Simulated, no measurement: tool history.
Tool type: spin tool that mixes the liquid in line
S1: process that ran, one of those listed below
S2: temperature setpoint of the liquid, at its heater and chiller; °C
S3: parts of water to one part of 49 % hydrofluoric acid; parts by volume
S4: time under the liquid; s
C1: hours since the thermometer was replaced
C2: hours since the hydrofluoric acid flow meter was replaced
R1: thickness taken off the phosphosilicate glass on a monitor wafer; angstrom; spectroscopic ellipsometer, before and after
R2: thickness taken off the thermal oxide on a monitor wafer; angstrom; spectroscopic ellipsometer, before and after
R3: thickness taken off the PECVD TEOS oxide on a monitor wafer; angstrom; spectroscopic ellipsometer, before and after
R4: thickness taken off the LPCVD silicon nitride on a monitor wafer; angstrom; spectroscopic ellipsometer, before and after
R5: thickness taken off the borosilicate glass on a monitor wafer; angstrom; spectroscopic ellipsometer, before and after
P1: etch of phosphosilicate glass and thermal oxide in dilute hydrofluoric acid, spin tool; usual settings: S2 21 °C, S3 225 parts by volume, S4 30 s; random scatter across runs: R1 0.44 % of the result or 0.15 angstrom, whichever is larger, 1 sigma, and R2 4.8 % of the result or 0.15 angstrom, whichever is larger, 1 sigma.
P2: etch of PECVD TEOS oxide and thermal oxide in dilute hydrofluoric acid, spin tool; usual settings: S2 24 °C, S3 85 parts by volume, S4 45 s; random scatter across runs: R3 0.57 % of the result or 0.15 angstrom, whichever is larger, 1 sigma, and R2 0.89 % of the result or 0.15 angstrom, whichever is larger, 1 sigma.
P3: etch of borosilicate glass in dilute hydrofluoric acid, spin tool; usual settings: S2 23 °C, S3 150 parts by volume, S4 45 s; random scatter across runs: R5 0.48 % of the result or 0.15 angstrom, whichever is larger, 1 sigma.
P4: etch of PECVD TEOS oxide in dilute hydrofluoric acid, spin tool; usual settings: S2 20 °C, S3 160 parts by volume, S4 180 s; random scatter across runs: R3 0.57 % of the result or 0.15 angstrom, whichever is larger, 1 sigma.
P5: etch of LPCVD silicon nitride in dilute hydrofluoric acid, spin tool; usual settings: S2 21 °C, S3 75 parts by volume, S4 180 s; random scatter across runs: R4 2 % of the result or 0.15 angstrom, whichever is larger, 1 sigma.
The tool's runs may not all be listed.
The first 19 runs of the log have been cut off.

run	hour	S1	S2	S3	S4	C1	C2	R1	R2	R3	R4	R5
20	162.6	P1	21	225	15	1184.4	1681.8	32.249	2.4749			
21	170.3	P1	21	225	30	1192.1	1689.5	63.987	5.3391			
22	178.1	P1	21	50	15	1199.9	1697.3	174.68	15.692			
23	186.4	P5	21	75	85	1208.2	1705.6				5.1513	
24	194.7	P3	23	150	45	1216.5	1713.9					99.692
25	203.2	P1	21	365	30	1225	1722.4	34.741	2.5865			
26	209	P4	20	160	15	1230.8	1728.2			7.0705		
27	214	P1	21	225	30	1235.8	1733.2	64.283	4.816			
28	223.1	P2	30.5	85	45	1244.9	1742.3		32.946	103.09		
29	229.6	P1	21	225	30	1251.4	1748.8	64.047	5.2313			
30	235.9	P3	23	245	45	1257.7	1755.1					55.495
31	244.9	P2	24	85	45	1266.7	1764.1		25.077	79.917		

Run 32 is up next; what results do you expect?
32	253.3	P1	17	225	30	1275.1	1772.5	?	?			

{"run 32": {"R1": 55.353, "R2": 4.2264}}
